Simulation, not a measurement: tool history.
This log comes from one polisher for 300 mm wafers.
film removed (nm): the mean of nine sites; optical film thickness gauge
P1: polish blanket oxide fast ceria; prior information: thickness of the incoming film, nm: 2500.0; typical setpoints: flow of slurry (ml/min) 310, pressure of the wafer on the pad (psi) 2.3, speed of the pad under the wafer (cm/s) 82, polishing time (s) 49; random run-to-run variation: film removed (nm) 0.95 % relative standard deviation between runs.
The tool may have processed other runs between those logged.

run,day,flow of slurry (ml/min),pressure of the wafer on the pad (psi),speed of the pad under the wafer (cm/s),polishing time (s),film removed (nm)
1,0.104,310,2.3,82,49,464.46
2,0.254,430,2.3,82,49,465.70
3,0.417,310,2.3,82,49,449.41
4,0.550,310,1.2,82,24,117.55
5,0.729,310,3.2,82,49,632.76
6,0.867,185,2.3,82,49,437.08
7,0.958,310,2.3,38,49,211.94
# day 1.008: slurry nozzle cleaned
8,1.112,310,2.3,82,73,672.59
9,1.271,310,2.9,106,49,742.46
10,1.371,310,1.7,50,49,207.64
11,1.504,310,1.1,82,49,216.43
12,1.667,310,2.3,82,22,205.07
13,1.829,310,2.3,82,49,448.63
14,1.992,310,2.3,82,49,458.10
15,2.117,310,2.3,126,49,700.95
16,2.217,310,2.3,82,49,449.07
17,2.321,310,2.3,82,49,445.85
18,2.512,310,2.3,82,49,446.57
19,2.712,310,2.3,82,49,429.78
20,2.875,310,2.3,82,49,434.91
# day 2.904: worn pad replaced by a new one
21,3.067,310,2.3,82,49,430.18
22,3.167,310,2.3,82,49,430.43
23,3.354,310,2.3,82,49,432.48

What P1 gives has crept away from where it was. These 2 causes fit the log equally well, each at the size given:
A: head's pressure below its setpoint, % = 4.72
B: slurry flow missing at the pad, % = 35.9
Creep in the process output first set in at about day 2.217.
Ruled out, with reasons:
removal rate lost through wear of the pad, %: was serviced at day 2.904, once the creep was under way, yet the earlier output never came back

Which of the check runs below tells the causes apart, meaning the causes would give it clearly different results? Each run uses 5 wafers whose results are averaged, and each result is shown as a question mark.
check 1,3.542,310,3.1,82,29,?
check 2,3.542,310,2.3,126,49,?
check 3,3.542,185,2.3,110,49,?
check 4,3.542,310,1.2,54,49,?

What each check would give under each cause:
check,result,if A,if B
check 1,film removed (nm),345.50,345.49
check 2,film removed (nm),665.54,665.51
check 3,film removed (nm),548.14,531.89
check 4,film removed (nm),148.82,148.81
Per-check spread between the two closest causes, in the result where they differ most: check 1 0 %; check 2 0 %; check 3 3.01 %; check 4 0 %
Check 3 distinguishes between the causes, while the remaining checks would return nearly the same result for all of them.

The results of check 3 are: film removed (nm) 547.71. Based on these, which of the listed causes is it?

It was cause A: head's pressure below its setpoint, %.
